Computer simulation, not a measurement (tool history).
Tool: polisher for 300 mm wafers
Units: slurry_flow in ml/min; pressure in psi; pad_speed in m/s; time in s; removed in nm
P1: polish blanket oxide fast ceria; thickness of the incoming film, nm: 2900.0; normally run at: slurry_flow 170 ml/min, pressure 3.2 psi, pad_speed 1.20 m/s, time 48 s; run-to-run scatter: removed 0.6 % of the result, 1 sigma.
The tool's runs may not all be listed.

run 1 day=0.121 | slurry_flow=170 pressure=3.2 pad_speed=1.20 time=48 | removed=1212.70
run 2 day=0.283 | slurry_flow=170 pressure=3.2 pad_speed=1.20 time=48 | removed=1201.80
run 3 day=0.462 | slurry_flow=170 pressure=3.2 pad_speed=1.20 time=22 | removed=556.40
run 4 day=0.667 | slurry_flow=170 pressure=3.2 pad_speed=1.20 time=48 | removed=1209.80
run 5 day=0.821 | slurry_flow=170 pressure=3.2 pad_speed=1.20 time=64 | removed=1623.90
run 6 day=1.008 | slurry_flow=170 pressure=1.5 pad_speed=1.20 time=48 | removed=572.91
run 7 day=1.142 | slurry_flow=100 pressure=3.2 pad_speed=1.20 time=48 | removed=1086.00
run 8 day=1.271 | slurry_flow=170 pressure=3.2 pad_speed=1.84 time=48 | removed=1858.50
run 9 day=1.442 | slurry_flow=170 pressure=3.2 pad_speed=1.20 time=48 | removed=1209.70
run 10 day=1.562 | slurry_flow=230 pressure=3.2 pad_speed=1.20 time=48 | removed=1256.10
run 11 day=1.725 | slurry_flow=170 pressure=1.8 pad_speed=1.20 time=69 | removed=974.51
run 12 day=1.925 | slurry_flow=170 pressure=3.2 pad_speed=0.54 time=48 | removed=545.24
run 13 day=2.108 | slurry_flow=170 pressure=4.6 pad_speed=1.20 time=48 | removed=1741.10
run 14 day=2.208 | slurry_flow=170 pressure=3.2 pad_speed=1.20 time=48 | removed=1192.50
run 15 day=2.408 | slurry_flow=125 pressure=1.5 pad_speed=1.20 time=48 | removed=534.57
run 16 day=2.538 | slurry_flow=170 pressure=3.2 pad_speed=1.20 time=48 | removed=1213.20
run 17 day=2.696 | slurry_flow=170 pressure=3.2 pad_speed=1.20 time=48 | removed=1210.10
run 18 day=2.817 | slurry_flow=170 pressure=3.2 pad_speed=1.20 time=48 | removed=1186.50
run 19 day=2.988 | slurry_flow=170 pressure=3.2 pad_speed=1.20 time=48 | removed=1157.30
run 20 day=3.192 | slurry_flow=170 pressure=3.2 pad_speed=1.20 time=48 | removed=1146.40
run 21 day=3.367 | slurry_flow=170 pressure=3.2 pad_speed=1.20 time=48 | removed=1132.00
run 22 day=3.533 | slurry_flow=170 pressure=3.2 pad_speed=1.20 time=48 | removed=1121.30
-- day=3.671 worn pad replaced by a new one
run 23 day=3.742 | slurry_flow=170 pressure=3.2 pad_speed=1.20 time=48 | removed=1116.40

The next listed run, before its measurement:
run 24 day=3.908 | slurry_flow=170 pressure=3.2 pad_speed=1.20 time=48 | removed=?

{"run 24": {"removed": 1123.3}}

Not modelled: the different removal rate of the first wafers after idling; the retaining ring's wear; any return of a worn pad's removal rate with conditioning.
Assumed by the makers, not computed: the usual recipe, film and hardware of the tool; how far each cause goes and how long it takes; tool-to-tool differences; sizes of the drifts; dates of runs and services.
